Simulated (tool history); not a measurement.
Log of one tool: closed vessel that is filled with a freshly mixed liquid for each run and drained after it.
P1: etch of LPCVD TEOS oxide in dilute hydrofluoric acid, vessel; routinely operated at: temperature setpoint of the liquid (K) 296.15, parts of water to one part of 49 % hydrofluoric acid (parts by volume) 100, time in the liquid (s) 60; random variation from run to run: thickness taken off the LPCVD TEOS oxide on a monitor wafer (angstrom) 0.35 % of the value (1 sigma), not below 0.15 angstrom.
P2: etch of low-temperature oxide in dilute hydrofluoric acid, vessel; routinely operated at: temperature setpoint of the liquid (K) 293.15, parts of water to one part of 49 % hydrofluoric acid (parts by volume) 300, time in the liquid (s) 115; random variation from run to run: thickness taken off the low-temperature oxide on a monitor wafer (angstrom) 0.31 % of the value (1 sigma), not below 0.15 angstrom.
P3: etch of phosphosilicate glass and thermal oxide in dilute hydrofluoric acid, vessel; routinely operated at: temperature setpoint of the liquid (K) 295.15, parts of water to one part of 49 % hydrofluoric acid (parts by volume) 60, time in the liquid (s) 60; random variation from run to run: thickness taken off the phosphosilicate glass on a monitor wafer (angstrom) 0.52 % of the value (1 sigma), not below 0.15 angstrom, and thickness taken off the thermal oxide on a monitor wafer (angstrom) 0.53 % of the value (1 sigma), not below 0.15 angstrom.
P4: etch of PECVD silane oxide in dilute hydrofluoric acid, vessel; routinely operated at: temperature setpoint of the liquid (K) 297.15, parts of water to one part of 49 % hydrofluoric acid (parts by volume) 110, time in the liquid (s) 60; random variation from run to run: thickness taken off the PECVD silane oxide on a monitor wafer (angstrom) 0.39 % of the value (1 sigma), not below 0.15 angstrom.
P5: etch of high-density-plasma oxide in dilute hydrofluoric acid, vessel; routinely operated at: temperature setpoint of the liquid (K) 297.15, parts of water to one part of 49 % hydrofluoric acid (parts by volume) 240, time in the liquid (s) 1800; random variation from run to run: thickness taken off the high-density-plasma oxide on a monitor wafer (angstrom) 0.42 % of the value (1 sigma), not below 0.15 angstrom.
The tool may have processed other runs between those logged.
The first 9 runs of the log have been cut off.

run   hour  process that ran  temperature setpoint of the liquid (K)  parts of water to one part of 49 % hydrofluoric acid (parts by volume)  time in the liquid (s)  hours since the thermometer was replaced  hours since the hydrofluoric acid flow meter was replaced  thickness taken off the LPCVD TEOS oxide on a monitor wafer (angstrom)  thickness taken off the high-density-plasma oxide on a monitor wafer (angstrom)  thickness taken off the PECVD silane oxide on a monitor wafer (angstrom)  thickness taken off the low-temperature oxide on a monitor wafer (angstrom)  thickness taken off the phosphosilicate glass on a monitor wafer (angstrom)  thickness taken off the thermal oxide on a monitor wafer (angstrom)
 10   64.7                P5                                  297.15                                                                     435                    1800                                     369.7                                                      638.5                                                                                                                                                   147.02
 11   74.3                P1                                  292.15                                                                     100                      60                                     379.3                                                      648.1                                                                  282.59
 12   78.7                P4                                  297.15                                                                     110                      95                                     383.7                                                      652.5                                                                                                                                                                                                                             283.39
 13   87.6                P2                                  290.15                                                                     300                     115                                     392.6                                                      661.4                                                                                                                                                                                                                                                                                                          65.400
 14   96.1                P3                                  295.15                                                                      60                      95                                     401.1                                                      669.9                                                                                                                                                                                                                                                                                                                                                                                      1466.60                                                               73.419
 15  104.5                P3                                  295.15                                                                     105                      60                                     409.5                                                      678.3                                                                                                                                                                                                                                                                                                                                                                                       503.97                                                               25.166
 16  113.5                P1                                  296.15                                                                     100                      60                                     418.5                                                      687.3                                                                  331.71
 17  120.1                P2                                  293.15                                                                     170                     115                                     425.1                                                      693.9                                                                                                                                                                                                                                                                                                         145.540
 18  128.4                P4                                  304.15                                                                     110                      60                                     433.4                                                      702.2                                                                                                                                                                                                                             233.53
 19  136.5                P1                                  290.15                                                                     160                      60                                     441.5                                                      710.3                                                                  152.60
 20  144.0                P4                                  297.15                                                                     110                      60                                     449.0                                                      717.8                                                                                                                                                                                                                             177.99
 21  153.3                P1                                  296.15                                                                     140                      60                                     458.3                                                      727.1                                                                  225.47
 22  158.4                P3                                  295.15                                                                      60                      60                                     463.4                                                      732.2                                                                                                                                                                                                                                                                                                                                                                                       929.45                                                               45.832
 23  168.2                P2                                  293.15                                                                     300                      30                                     473.2                                                      742.0                                                                                                                                                                                                                                                                                                          18.941
 24  173.2                P1                                  304.15                                                                      60                      60                                     478.2                                                      747.0                                                                  799.41
 25  178.7                P2                                  293.15                                                                     300                     115                                     483.7                                                      752.5                                                                                                                                                                                                                                                                                                          72.810
 26  187.1                P5                                  297.15                                                                     240                    2585                                     492.1                                                      760.9                                                                                                                                                   460.26
 27  192.3                P3                                  303.65                                                                      60                      60                                     497.3                                                      766.1                                                                                                                                                                                                                                                                                                                                                                                      1301.50                                                               64.881
 28  202.2                P1                                  300.15                                                                     100                      60                                     507.2                                                      776.0                                                                  386.81

What will run 29 give?
     205.4  -- hydrofluoric acid flow meter replaced
 29  207.6                P4                                  297.15                                                                     160                      60                                     512.6                                                        2.3                                                                                                                                                                                                                                  ?

thickness taken off the PECVD silane oxide on a monitor wafer (angstrom): 116.12
